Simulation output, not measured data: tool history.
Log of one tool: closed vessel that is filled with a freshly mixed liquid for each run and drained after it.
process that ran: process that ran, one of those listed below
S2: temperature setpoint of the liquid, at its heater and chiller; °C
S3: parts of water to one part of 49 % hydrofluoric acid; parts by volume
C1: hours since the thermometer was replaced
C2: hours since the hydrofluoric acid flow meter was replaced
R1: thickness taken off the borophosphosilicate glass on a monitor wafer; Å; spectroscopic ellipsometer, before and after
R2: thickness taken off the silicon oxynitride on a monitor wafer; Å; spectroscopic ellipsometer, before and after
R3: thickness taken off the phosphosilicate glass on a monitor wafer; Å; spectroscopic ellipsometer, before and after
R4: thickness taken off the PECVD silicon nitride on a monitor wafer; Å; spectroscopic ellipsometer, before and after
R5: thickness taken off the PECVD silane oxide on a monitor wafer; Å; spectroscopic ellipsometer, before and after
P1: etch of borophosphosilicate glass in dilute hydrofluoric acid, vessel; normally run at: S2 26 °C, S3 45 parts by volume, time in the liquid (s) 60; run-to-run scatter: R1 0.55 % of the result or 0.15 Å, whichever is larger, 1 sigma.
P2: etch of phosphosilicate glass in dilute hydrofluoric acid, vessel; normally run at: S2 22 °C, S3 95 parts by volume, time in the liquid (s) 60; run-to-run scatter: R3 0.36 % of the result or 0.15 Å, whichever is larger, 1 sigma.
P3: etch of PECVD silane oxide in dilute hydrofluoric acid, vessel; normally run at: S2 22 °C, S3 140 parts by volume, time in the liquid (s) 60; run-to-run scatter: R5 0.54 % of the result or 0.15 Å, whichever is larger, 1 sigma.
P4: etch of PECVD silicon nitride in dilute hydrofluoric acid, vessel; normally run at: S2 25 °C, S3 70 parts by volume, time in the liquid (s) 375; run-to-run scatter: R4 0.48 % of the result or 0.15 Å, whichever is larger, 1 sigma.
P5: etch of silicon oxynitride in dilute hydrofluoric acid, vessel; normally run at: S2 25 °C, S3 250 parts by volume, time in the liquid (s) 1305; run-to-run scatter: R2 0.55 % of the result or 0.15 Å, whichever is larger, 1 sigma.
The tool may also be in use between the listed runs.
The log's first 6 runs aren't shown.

{"run": 7, "hour": 70.6, "process that ran": "P1", "S2": 26, "S3": 45, "time in the liquid (s)": 60, "C1": 418.5, "C2": 918.4, "R1": 1194.6}
{"run": 8, "hour": 81.5, "process that ran": "P1", "S2": 18, "S3": 45, "time in the liquid (s)": 60, "C1": 429.4, "C2": 929.3, "R1": 855.83}
{"run": 9, "hour": 94.0, "process that ran": "P5", "S2": 25, "S3": 250, "time in the liquid (s)": 1305, "C1": 441.9, "C2": 941.8, "R2": 111.15}
{"run": 10, "hour": 101.2, "process that ran": "P2", "S2": 22, "S3": 155, "time in the liquid (s)": 60, "C1": 449.1, "C2": 949, "R3": 391.63}
{"run": 11, "hour": 108.3, "process that ran": "P2", "S2": 22, "S3": 95, "time in the liquid (s)": 60, "C1": 456.2, "C2": 956.1, "R3": 682.77}
{"run": 12, "hour": 117.0, "process that ran": "P5", "S2": 29.5, "S3": 250, "time in the liquid (s)": 1305, "C1": 464.9, "C2": 964.8, "R2": 134.7}
{"run": 13, "hour": 124.6, "process that ran": "P1", "S2": 30, "S3": 45, "time in the liquid (s)": 60, "C1": 472.5, "C2": 972.4, "R1": 1407.1}
{"run": 14, "hour": 137.0, "process that ran": "P4", "S2": 18.5, "S3": 70, "time in the liquid (s)": 375, "C1": 484.9, "C2": 984.8, "R4": 62.422}
{"run": 15, "hour": 144.4, "process that ran": "P3", "S2": 22, "S3": 60, "time in the liquid (s)": 60, "C1": 492.3, "C2": 992.2, "R5": 336.11}
{"run": 16, "hour": 157.0, "process that ran": "P2", "S2": 17, "S3": 95, "time in the liquid (s)": 60, "C1": 504.9, "C2": 1004.8, "R3": 554.16}
{"run": 17, "hour": 169.5, "process that ran": "P5", "S2": 25, "S3": 355, "time in the liquid (s)": 1305, "C1": 517.4, "C2": 1017.3, "R2": 73.286}
{"run": 18, "hour": 175.6, "process that ran": "P3", "S2": 17.5, "S3": 140, "time in the liquid (s)": 60, "C1": 523.5, "C2": 1023.4, "R5": 109.05}
{"run": 19, "hour": 183.1, "process that ran": "P1", "S2": 26, "S3": 45, "time in the liquid (s)": 30, "C1": 531, "C2": 1030.9, "R1": 600.46}
{"run": 20, "hour": 190.7, "process that ran": "P1", "S2": 26, "S3": 45, "time in the liquid (s)": 60, "C1": 538.6, "C2": 1038.5, "R1": 1203.6}
{"run": 21, "hour": 204.2, "process that ran": "P3", "S2": 22, "S3": 140, "time in the liquid (s)": 60, "C1": 552.1, "C2": 1052, "R5": 131.85}
{"run": 22, "hour": 212.0, "process that ran": "P2", "S2": 22, "S3": 95, "time in the liquid (s)": 100, "C1": 559.9, "C2": 1059.8, "R3": 1146.3}
{"run": 23, "hour": 224.8, "process that ran": "P1", "S2": 26, "S3": 70, "time in the liquid (s)": 60, "C1": 572.7, "C2": 1072.6, "R1": 741.28}
{"run": 24, "hour": 231.6, "process that ran": "P1", "S2": 26, "S3": 30, "time in the liquid (s)": 35, "C1": 579.5, "C2": 1079.4, "R1": 1075.7}
{"run": 25, "hour": 237.9, "process that ran": "P2", "S2": 22, "S3": 95, "time in the liquid (s)": 60, "C1": 585.8, "C2": 1085.7, "R3": 681.46}
{"run": 26, "hour": 249.6, "process that ran": "P4", "S2": 25, "S3": 70, "time in the liquid (s)": 375, "C1": 597.5, "C2": 1097.4, "R4": 97.026}
{"run": 27, "hour": 261.0, "process that ran": "P3", "S2": 22, "S3": 140, "time in the liquid (s)": 35, "C1": 608.9, "C2": 1108.8, "R5": 76.312}
{"run": 28, "hour": 272.2, "process that ran": "P1", "S2": 26, "S3": 45, "time in the liquid (s)": 85, "C1": 620.1, "C2": 1120, "R1": 1709.3}

Run 29 comes next. What will it give?
{"run": 29, "hour": 281.0, "process that ran": "P4", "S2": 25, "S3": 115, "time in the liquid (s)": 375, "C1": 628.9, "C2": 1128.8, "R4": "?"}

Run 29 gave R4 59.516 Å.

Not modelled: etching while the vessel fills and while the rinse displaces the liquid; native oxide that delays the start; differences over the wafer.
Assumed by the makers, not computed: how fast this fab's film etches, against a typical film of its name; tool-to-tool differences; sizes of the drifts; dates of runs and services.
